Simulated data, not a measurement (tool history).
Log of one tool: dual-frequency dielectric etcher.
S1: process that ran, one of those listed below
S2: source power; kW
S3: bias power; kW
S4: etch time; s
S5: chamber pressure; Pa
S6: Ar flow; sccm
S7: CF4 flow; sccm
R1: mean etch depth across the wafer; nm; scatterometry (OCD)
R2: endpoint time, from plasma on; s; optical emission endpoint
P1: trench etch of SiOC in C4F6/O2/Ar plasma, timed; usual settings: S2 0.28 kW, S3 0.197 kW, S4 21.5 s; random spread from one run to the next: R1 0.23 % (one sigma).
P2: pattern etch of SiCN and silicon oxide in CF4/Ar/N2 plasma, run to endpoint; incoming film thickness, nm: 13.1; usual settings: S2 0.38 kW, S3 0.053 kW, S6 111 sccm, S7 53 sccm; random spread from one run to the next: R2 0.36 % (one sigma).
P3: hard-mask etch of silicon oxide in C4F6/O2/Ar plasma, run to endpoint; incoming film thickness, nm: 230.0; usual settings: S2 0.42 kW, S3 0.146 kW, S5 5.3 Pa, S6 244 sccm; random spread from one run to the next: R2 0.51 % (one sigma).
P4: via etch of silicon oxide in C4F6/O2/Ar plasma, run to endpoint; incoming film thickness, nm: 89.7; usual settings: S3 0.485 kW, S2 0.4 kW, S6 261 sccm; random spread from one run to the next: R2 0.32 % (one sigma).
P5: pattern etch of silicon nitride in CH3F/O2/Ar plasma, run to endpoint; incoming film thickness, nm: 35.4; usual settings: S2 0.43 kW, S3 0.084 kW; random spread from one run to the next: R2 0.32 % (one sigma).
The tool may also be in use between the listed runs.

{"run": 1, "hour": 5.3, "S1": "P1", "S2": 0.28, "S3": 0.197, "S4": 21.5, "R1": 40.162}
{"run": 2, "hour": 10.7, "S1": "P3", "S2": 0.42, "S3": 0.146, "S5": 5.3, "S6": 159, "R2": 73.548}
{"run": 3, "hour": 18.0, "S1": "P1", "S2": 0.38, "S3": 0.197, "S4": 30, "R1": 62.804}
{"run": 4, "hour": 26.0, "S1": "P2", "S2": 0.38, "S3": 0.053, "S6": 111, "S7": 38, "R2": 22.733}
{"run": 5, "hour": 33.6, "S1": "P1", "S2": 0.28, "S3": 0.15, "S4": 21.5, "R1": 36.626}
{"run": 6, "hour": 39.4, "S1": "P1", "S2": 0.28, "S3": 0.197, "S4": 21.5, "R1": 40.045}
{"run": 7, "hour": 44.9, "S1": "P4", "S2": 0.4, "S3": 0.485, "S6": 162, "R2": 19.229}
{"run": 8, "hour": 54.4, "S1": "P3", "S2": 0.42, "S3": 0.146, "S5": 7.3, "S6": 244, "R2": 80.708}
{"run": 9, "hour": 65.1, "S1": "P5", "S2": 0.43, "S3": 0.052, "R2": 55.21}
{"run": 10, "hour": 72.9, "S1": "P2", "S2": 0.38, "S3": 0.07, "S6": 111, "S7": 53, "R2": 19.437}
{"run": 11, "hour": 79.1, "S1": "P3", "S2": 0.42, "S3": 0.146, "S5": 5.3, "S6": 244, "R2": 76.783}
{"run": 12, "hour": 87.4, "S1": "P2", "S2": 0.26, "S3": 0.053, "S6": 111, "S7": 53, "R2": 29.789}
{"run": 13, "hour": 97.9, "S1": "P1", "S2": 0.2, "S3": 0.151, "S4": 21.5, "R1": 32.258}
{"run": 14, "hour": 103.1, "S1": "P3", "S2": 0.42, "S3": 0.146, "S5": 5.3, "S6": 244, "R2": 77.187}
{"run": 15, "hour": 109.2, "S1": "P5", "S2": 0.52, "S3": 0.084, "R2": 43.77}
{"run": 16, "hour": 114.7, "S1": "P3", "S2": 0.57, "S3": 0.146, "S5": 5.3, "S6": 244, "R2": 68.827}
{"run": 17, "hour": 124.0, "S1": "P1", "S2": 0.28, "S3": 0.255, "S4": 15.5, "R1": 31.529}
{"run": 18, "hour": 132.9, "S1": "P4", "S2": 0.4, "S3": 0.485, "S6": 261, "R2": 20.183}
{"run": 19, "hour": 144.5, "S1": "P2", "S2": 0.38, "S3": 0.053, "S6": 74, "S7": 53, "R2": 19.983}
{"run": 20, "hour": 156.4, "S1": "P1", "S2": 0.28, "S3": 0.197, "S4": 13.5, "R1": 25.253}
{"run": 21, "hour": 164.1, "S1": "P1", "S2": 0.28, "S3": 0.197, "S4": 21.5, "R1": 40.171}
{"run": 22, "hour": 174.1, "S1": "P1", "S2": 0.39, "S3": 0.197, "S4": 21.5, "R1": 45.494}
{"run": 23, "hour": 184.7, "S1": "P3", "S2": 0.42, "S3": 0.206, "S5": 5.3, "S6": 244, "R2": 69.636}
{"run": 24, "hour": 192.9, "S1": "P2", "S2": 0.38, "S3": 0.053, "S6": 111, "S7": 53, "R2": 21.544}
{"run": 25, "hour": 198.3, "S1": "P1", "S2": 0.28, "S3": 0.197, "S4": 21.5, "R1": 40.121}
{"run": 26, "hour": 203.9, "S1": "P1", "S2": 0.22, "S3": 0.197, "S4": 21.5, "R1": 36.588}
{"run": 27, "hour": 213.5, "S1": "P1", "S2": 0.28, "S3": 0.197, "S4": 21.5, "R1": 40.071}
{"run": 28, "hour": 221.3, "S1": "P5", "S2": 0.43, "S3": 0.084, "R2": 47.215}
{"run": 29, "hour": 229.9, "S1": "P1", "S2": 0.28, "S3": 0.197, "S4": 28, "R1": 52.159}
{"run": 30, "hour": 239.9, "S1": "P4", "S2": 0.4, "S3": 0.39, "S6": 261, "R2": 21.745}
{"run": 31, "hour": 245.3, "S1": "P1", "S2": 0.28, "S3": 0.273, "S4": 21.5, "R1": 44.822}
{"run": 32, "hour": 255.3, "S1": "P4", "S2": 0.55, "S3": 0.485, "S6": 261, "R2": 17.799}
{"run": 33, "hour": 266.8, "S1": "P1", "S2": 0.28, "S3": 0.197, "S4": 21.5, "R1": 40.19}
{"run": 34, "hour": 274.4, "S1": "P1", "S2": 0.28, "S3": 0.197, "S4": 21.5, "R1": 39.931}
{"run": 35, "hour": 285.3, "S1": "P1", "S2": 0.28, "S3": 0.197, "S4": 21.5, "R1": 39.678}
{"run": 36, "hour": 293.7, "S1": "P1", "S2": 0.28, "S3": 0.197, "S4": 21.5, "R1": 39.676}
{"hour": 297.0, "done": "wet clean of the chamber"}
{"run": 37, "hour": 302.1, "S1": "P1", "S2": 0.28, "S3": 0.197, "S4": 21.5, "R1": 39.488}
{"run": 38, "hour": 310.2, "S1": "P1", "S2": 0.28, "S3": 0.197, "S4": 21.5, "R1": 39.493}
{"run": 39, "hour": 316.1, "S1": "P1", "S2": 0.28, "S3": 0.197, "S4": 21.5, "R1": 39.478}
{"run": 40, "hour": 322.0, "S1": "P1", "S2": 0.28, "S3": 0.197, "S4": 21.5, "R1": 39.518}
{"run": 41, "hour": 328.4, "S1": "P1", "S2": 0.28, "S3": 0.197, "S4": 21.5, "R1": 39.436}

The output of P1 has drifted from where it used to be. Each of the 2 causes below, taken at the size shown beside it, accounts for the log equally well:
A: source power that arrives under what is set, % = 4.12
B: bias power that arrives under what is set, % = 4.79
The creep began at about hour 266.8.
All other causes, with the reason each is excluded:
chamber walls in a state that lowers the etch rate, %: work on it at hour 297, done after the drift set in, did not restore what the process gave before

The 4 check runs listed below each average the results of 2 wafers, and their outcomes are marked with question marks. Under which run would the listed causes produce clearly different results?
{"run": "check 1", "hour": 334.8, "S1": "P4", "S2": 0.4, "S3": 0.485, "S6": 261, "R2": "?"}
{"run": "check 2", "hour": 334.8, "S1": "P5", "S2": 0.43, "S3": 0.084, "R2": "?"}
{"run": "check 3", "hour": 334.8, "S1": "P2", "S2": 0.38, "S3": 0.053, "S6": 111, "S7": 53, "R2": "?"}
{"run": "check 4", "hour": 334.8, "S1": "P3", "S2": 0.42, "S3": 0.146, "S5": 5.3, "S6": 244, "R2": "?"}

Outcome of each check run for each possible cause:
check=check_1 result=R2 if_A=20.412 if_B=20.466
check=check_2 result=R2 if_A=48.025 if_B=48.092
check=check_3 result=R2 if_A=22.237 if_B=21.786
check=check_4 result=R2 if_A=78.521 if_B=78.366
Per-check spread between the two closest causes, in the result where they differ most: check 1 0.27 %; check 2 0.14 %; check 3 2.05 %; check 4 0.2 %
The causes can be told apart only by check 3. The other checks would give nearly the same results under each of them.

Running check 3 produced the following: R2 21.79 s. Which one of the listed causes fits?

The correct cause is B, namely: bias power that arrives under what is set, %.
